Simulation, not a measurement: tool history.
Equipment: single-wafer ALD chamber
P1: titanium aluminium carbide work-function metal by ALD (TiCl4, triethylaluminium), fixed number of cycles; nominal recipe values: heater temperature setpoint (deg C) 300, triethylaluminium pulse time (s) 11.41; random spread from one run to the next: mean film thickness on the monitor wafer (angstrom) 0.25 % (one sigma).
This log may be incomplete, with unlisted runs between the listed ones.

run	hour	heater temperature setpoint (deg C)	triethylaluminium pulse time (s)	mean film thickness on the monitor wafer (angstrom)
1	11.3	300	11.41	19.657
2	18.2	300	11.41	19.686
3	33.6	313	7.48	19.654
4	43.8	300	11.41	19.702
5	56.5	324	11.41	21.817
6	69.8	300	14.97	20.045
7	84.6	280	11.41	17.947
8	94.7	300	11.41	19.623
9	108.9	300	11.41	19.685
10	124.7	300	11.41	19.682
11	133.1	300	11.41	19.631

Run 12, settings as shown, results not yet in. Your forecast:
# hour 142.1: triethylaluminium bottle replaced
12	147.3	300	5.17	?

{"run 12": {"mean film thickness on the monitor wafer (angstrom)": 16.742}}

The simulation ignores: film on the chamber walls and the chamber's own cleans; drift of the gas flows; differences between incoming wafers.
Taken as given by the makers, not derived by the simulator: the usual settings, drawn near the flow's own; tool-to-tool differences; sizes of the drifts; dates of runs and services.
